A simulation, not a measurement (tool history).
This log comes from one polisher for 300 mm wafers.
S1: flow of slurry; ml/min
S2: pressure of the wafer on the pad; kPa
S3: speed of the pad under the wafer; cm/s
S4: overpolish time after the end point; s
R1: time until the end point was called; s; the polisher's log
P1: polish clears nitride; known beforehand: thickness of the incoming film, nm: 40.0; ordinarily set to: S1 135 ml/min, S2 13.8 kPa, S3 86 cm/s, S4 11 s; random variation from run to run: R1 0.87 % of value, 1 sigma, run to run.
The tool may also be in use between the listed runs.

run,hour,S1,S2,S3,S4,R1
1,3.8,135,13.8,86,11,78.947
2,6,135,13.8,86,11,80.122
3,10.7,135,13.8,86,11,77.81
4,14.4,135,13.8,134,11,51.106
5,16.8,135,13.8,86,17,78.701
6,19.5,135,22.1,86,11,49.752
7,22.9,135,13.8,122,4,55.553
8,27.5,170,13.8,86,11,75.72
9,31.9,135,13.8,86,11,80.085
10,34.6,135,6.2,86,11,173.12
11,38.2,135,13.8,86,11,77.946
12,42.2,135,13.8,38,11,179.62
13,45.2,135,13.8,116,19,58.828
14,49.3,85,13.8,86,11,88.042
15,53.6,135,6.9,86,6,156.97
16,56.2,135,13.8,86,6,79.695
17,58.9,135,13.8,86,11,79.154
18,61.7,135,13.8,86,11,82.777
19,65.5,135,13.8,86,11,86.295
20,67.8,135,13.8,86,11,86.88
# hour 70: head pressure recalibrated
21,72.1,135,13.8,86,11,87.766
22,75.6,135,13.8,86,11,88.334
23,78,135,13.8,86,11,88.338

Something has made what P1 gives creep away from where it was; the 2 causes below, each at its own stated size, fit the log equally well:
A: slurry flow missing at the pad, % = 37.5
B: removal rate lost through wear of the pad, % = 10.5
Creep in the process output first set in at about hour 58.9.
What rules out each remaining cause:
head's pressure below its setpoint, %: serviced at hour 70, after the change had begun; the process did not return to its earlier output

The list below offers 4 check runs, each averaging the results of 2 wafers, and shows each result as a question mark. For which of them would the listed causes give clearly different results?
check 1,80.4,135,13.8,106,11,?
check 2,80.4,135,10.3,86,11,?
check 3,80.4,135,21.4,42,11,?
check 4,80.4,85,13.8,86,11,?

What each check would give under each cause:
check,result,if A,if B
check 1,R1,71.748,71.728
check 2,R1,117.91,117.88
check 3,R1,116.82,116.79
check 4,R1,104.11,98.598
Gap, in per cent, between the two causes that each check separates least, read from the result that separates them most: check 1 0.03 %; check 2 0.03 %; check 3 0.03 %; check 4 5.44 %
Of the check runs offered, only check 4 discriminates between the causes; the rest would read about the same regardless of which cause applies.

With check 4 done, the readings were: R1 104.5 s. Identify which of the listed causes applies.

It is A: slurry flow missing at the pad, %.

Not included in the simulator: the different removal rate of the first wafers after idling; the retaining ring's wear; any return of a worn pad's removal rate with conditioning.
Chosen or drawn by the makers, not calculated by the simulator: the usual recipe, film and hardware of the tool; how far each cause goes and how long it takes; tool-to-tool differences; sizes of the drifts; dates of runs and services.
